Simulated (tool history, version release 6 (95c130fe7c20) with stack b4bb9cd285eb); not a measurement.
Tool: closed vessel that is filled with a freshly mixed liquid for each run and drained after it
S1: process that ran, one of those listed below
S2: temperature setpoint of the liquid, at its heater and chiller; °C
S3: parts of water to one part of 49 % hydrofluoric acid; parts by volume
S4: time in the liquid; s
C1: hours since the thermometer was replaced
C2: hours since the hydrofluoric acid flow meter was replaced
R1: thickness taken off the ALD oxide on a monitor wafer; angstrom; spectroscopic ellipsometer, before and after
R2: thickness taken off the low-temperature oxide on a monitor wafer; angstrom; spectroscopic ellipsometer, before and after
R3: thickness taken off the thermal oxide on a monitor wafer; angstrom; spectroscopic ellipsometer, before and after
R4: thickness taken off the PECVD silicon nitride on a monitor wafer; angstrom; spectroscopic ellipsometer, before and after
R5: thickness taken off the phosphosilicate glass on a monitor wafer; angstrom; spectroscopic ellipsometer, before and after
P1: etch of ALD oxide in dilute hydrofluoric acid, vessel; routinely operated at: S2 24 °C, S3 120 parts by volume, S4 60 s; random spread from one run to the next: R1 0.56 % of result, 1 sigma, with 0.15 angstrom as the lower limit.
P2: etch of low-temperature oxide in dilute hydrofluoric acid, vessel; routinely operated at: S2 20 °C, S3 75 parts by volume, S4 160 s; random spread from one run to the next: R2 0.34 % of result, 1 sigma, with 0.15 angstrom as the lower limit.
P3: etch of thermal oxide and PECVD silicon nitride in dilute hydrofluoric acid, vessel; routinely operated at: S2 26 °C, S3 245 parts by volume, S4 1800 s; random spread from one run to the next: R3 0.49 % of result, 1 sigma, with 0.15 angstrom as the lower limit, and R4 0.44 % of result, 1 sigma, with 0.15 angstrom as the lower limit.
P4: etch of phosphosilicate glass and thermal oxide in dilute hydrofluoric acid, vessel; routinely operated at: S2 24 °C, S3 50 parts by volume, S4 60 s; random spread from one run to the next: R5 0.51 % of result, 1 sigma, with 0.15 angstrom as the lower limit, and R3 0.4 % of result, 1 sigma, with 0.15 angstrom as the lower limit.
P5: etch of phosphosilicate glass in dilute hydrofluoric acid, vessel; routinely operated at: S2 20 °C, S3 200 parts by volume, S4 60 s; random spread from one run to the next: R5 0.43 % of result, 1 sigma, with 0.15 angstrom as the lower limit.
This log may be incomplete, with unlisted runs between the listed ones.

{"run": 1, "day": 0.233, "S1": "P1", "S2": 24, "S3": 120, "S4": 60, "C1": 913.4, "C2": 1544.9, "R1": 146.64}
{"run": 2, "day": 0.408, "S1": "P2", "S2": 20, "S3": 110, "S4": 160, "C1": 917.6, "C2": 1549.1, "R2": 197.19}
{"run": 3, "day": 0.583, "S1": "P2", "S2": 20, "S3": 75, "S4": 45, "C1": 921.8, "C2": 1553.3, "R2": 85.078}
{"run": 4, "day": 0.858, "S1": "P1", "S2": 24, "S3": 120, "S4": 60, "C1": 928.4, "C2": 1559.9, "R1": 147.3}
{"run": 5, "day": 1.033, "S1": "P1", "S2": 29, "S3": 120, "S4": 60, "C1": 932.6, "C2": 1564.1, "R1": 176.16}
{"run": 6, "day": 1.2, "S1": "P2", "S2": 20, "S3": 75, "S4": 160, "C1": 936.6, "C2": 1568.1, "R2": 302.97}
{"run": 7, "day": 1.396, "S1": "P3", "S2": 26, "S3": 350, "S4": 1800, "C1": 941.3, "C2": 1572.8, "R3": 197.88, "R4": 100.81}
{"run": 8, "day": 1.7, "S1": "P1", "S2": 19, "S3": 200, "S4": 60, "C1": 948.6, "C2": 1580.1, "R1": 66.382}
{"run": 9, "day": 2.025, "S1": "P3", "S2": 26, "S3": 245, "S4": 2690, "C1": 956.4, "C2": 1587.9, "R3": 474.15, "R4": 216.16}
{"run": 10, "day": 2.296, "S1": "P1", "S2": 24, "S3": 120, "S4": 60, "C1": 962.9, "C2": 1594.4, "R1": 144.71}
{"run": 11, "day": 2.55, "S1": "P4", "S2": 24, "S3": 30, "S4": 60, "C1": 969, "C2": 1600.5, "R3": 96.375, "R5": 1977.4}
{"run": 12, "day": 2.883, "S1": "P3", "S2": 26, "S3": 245, "S4": 1800, "C1": 977, "C2": 1608.5, "R3": 312.42, "R4": 144.02}
{"run": 13, "day": 3.183, "S1": "P3", "S2": 33, "S3": 245, "S4": 1800, "C1": 984.2, "C2": 1615.7, "R3": 397.77, "R4": 217.34}
{"run": 14, "day": 3.433, "S1": "P1", "S2": 24, "S3": 35, "S4": 60, "C1": 990.2, "C2": 1621.7, "R1": 558.32}
{"run": 15, "day": 3.642, "S1": "P2", "S2": 17, "S3": 75, "S4": 160, "C1": 995.2, "C2": 1626.7, "R2": 265.89}
{"run": 16, "day": 3.896, "S1": "P1", "S2": 24, "S3": 200, "S4": 60, "C1": 1001.3, "C2": 1632.8, "R1": 79.572}
{"run": 17, "day": 4.112, "S1": "P4", "S2": 24, "S3": 50, "S4": 105, "C1": 1006.5, "C2": 1638, "R3": 98.809, "R5": 2001.6}
{"run": 18, "day": 4.333, "S1": "P3", "S2": 26, "S3": 245, "S4": 1800, "C1": 1011.8, "C2": 1643.3, "R3": 317.06, "R4": 143.63}
{"run": 19, "day": 4.633, "S1": "P1", "S2": 24, "S3": 120, "S4": 30, "C1": 1019, "C2": 1650.5, "R1": 73.983}
{"run": 20, "day": 4.85, "S1": "P5", "S2": 24, "S3": 200, "S4": 60, "C1": 1024.2, "C2": 1655.7, "R5": 400.13}
{"run": 21, "day": 5.079, "S1": "P1", "S2": 24, "S3": 120, "S4": 90, "C1": 1029.7, "C2": 1661.2, "R1": 221.23}
{"run": 22, "day": 5.275, "S1": "P4", "S2": 17, "S3": 50, "S4": 60, "C1": 1034.4, "C2": 1665.9, "R3": 41.97, "R5": 857.71}
{"run": 23, "day": 5.542, "S1": "P5", "S2": 20, "S3": 355, "S4": 60, "C1": 1040.8, "C2": 1672.3, "R5": 167.52}
{"run": 24, "day": 5.721, "S1": "P4", "S2": 24, "S3": 50, "S4": 60, "C1": 1045.1, "C2": 1676.6, "R3": 56.755, "R5": 1141.8}
{"run": 25, "day": 6.008, "S1": "P1", "S2": 24, "S3": 120, "S4": 60, "C1": 1052, "C2": 1683.5, "R1": 146.27}
{"run": 26, "day": 6.317, "S1": "P1", "S2": 17.5, "S3": 120, "S4": 60, "C1": 1059.4, "C2": 1690.9, "R1": 111.76}
{"run": 27, "day": 6.567, "S1": "P5", "S2": 20, "S3": 200, "S4": 60, "C1": 1065.4, "C2": 1696.9, "R5": 345.3}
{"run": 28, "day": 6.758, "S1": "P5", "S2": 20, "S3": 200, "S4": 30, "C1": 1070, "C2": 1701.5, "R5": 171.61}
{"run": 29, "day": 7.083, "S1": "P1", "S2": 24, "S3": 120, "S4": 60, "C1": 1077.8, "C2": 1709.3, "R1": 145.88}
{"run": 30, "day": 7.267, "S1": "P1", "S2": 24, "S3": 120, "S4": 60, "C1": 1082.2, "C2": 1713.7, "R1": 147.02}
{"run": 31, "day": 7.575, "S1": "P1", "S2": 24, "S3": 120, "S4": 60, "C1": 1089.6, "C2": 1721.1, "R1": 150.43}
{"run": 32, "day": 7.862, "S1": "P1", "S2": 24, "S3": 120, "S4": 60, "C1": 1096.5, "C2": 1728, "R1": 151.36}
{"run": 33, "day": 8.171, "S1": "P1", "S2": 24, "S3": 120, "S4": 60, "C1": 1103.9, "C2": 1735.4, "R1": 152.07}
{"run": 34, "day": 8.421, "S1": "P1", "S2": 24, "S3": 120, "S4": 60, "C1": 1109.9, "C2": 1741.4, "R1": 154.18}
{"run": 35, "day": 8.638, "S1": "P1", "S2": 24, "S3": 120, "S4": 60, "C1": 1115.1, "C2": 1746.6, "R1": 154.82}
{"run": 36, "day": 8.862, "S1": "P1", "S2": 24, "S3": 120, "S4": 60, "C1": 1120.5, "C2": 1752, "R1": 154.73}
{"run": 37, "day": 9.196, "S1": "P1", "S2": 24, "S3": 120, "S4": 60, "C1": 1128.5, "C2": 1760, "R1": 155.19}
{"run": 38, "day": 9.475, "S1": "P1", "S2": 24, "S3": 120, "S4": 60, "C1": 1135.2, "C2": 1766.7, "R1": 156.55}
{"run": 39, "day": 9.792, "S1": "P1", "S2": 24, "S3": 120, "S4": 60, "C1": 1142.8, "C2": 1774.3, "R1": 155.83}
{"run": 40, "day": 10.112, "S1": "P1", "S2": 24, "S3": 120, "S4": 60, "C1": 1150.5, "C2": 1782, "R1": 155.45}
{"run": 41, "day": 10.267, "S1": "P1", "S2": 24, "S3": 120, "S4": 60, "C1": 1154.2, "C2": 1785.7, "R1": 156.91}

The log shows P1 creeping away from where it was. Any of the 2 causes listed here, at the size stated for it, fits the log just as well as the others:
A: hydrofluoric acid flow above the setpoint (%) = 5.97
B: liquid hotter than its thermometer reads (K) = 1.71
The drift started at roughly day 7.267.

4 check runs are offered, one wafer each, their results left as question marks. Which one tells the causes apart?
{"run": "check 1", "day": 10.421, "S1": "P3", "S2": 26, "S3": 245, "S4": 1800, "R3": "?", "R4": "?"}
{"run": "check 2", "day": 10.421, "S1": "P2", "S2": 20, "S3": 75, "S4": 160, "R2": "?"}
{"run": "check 3", "day": 10.421, "S1": "P5", "S2": 20, "S3": 200, "S4": 60, "R5": "?"}
{"run": "check 4", "day": 10.421, "S1": "P4", "S2": 24, "S3": 50, "S4": 60, "R3": "?", "R5": "?"}

If the cause were each of the candidates in turn, the checks would give the following:
check=check_1 result=R3 if_A=338.39 if_B=333.86
check=check_1 result=R4 if_A=152.55 if_B=159.64
check=check_2 result=R2 if_A=321.72 if_B=324.27
check=check_3 result=R5 if_A=367.8 if_B=366.44
check=check_4 result=R3 if_A=60.52 if_B=61.012
check=check_4 result=R5 if_A=1221 if_B=1230.9
Smallest distance between any two causes, each pair judged by its most separating result, in per cent: check 1 4.54 %; check 2 0.79 %; check 3 0.37 %; check 4 0.81 %
The other checks would show nearly matching results whichever cause is true, so check 1 is the only one that separates the causes.

After running check 1, the following was obtained: R3 332.81 angstrom; R4 159.61 angstrom. Which cause does this point to?

It was cause B: liquid hotter than its thermometer reads (K).
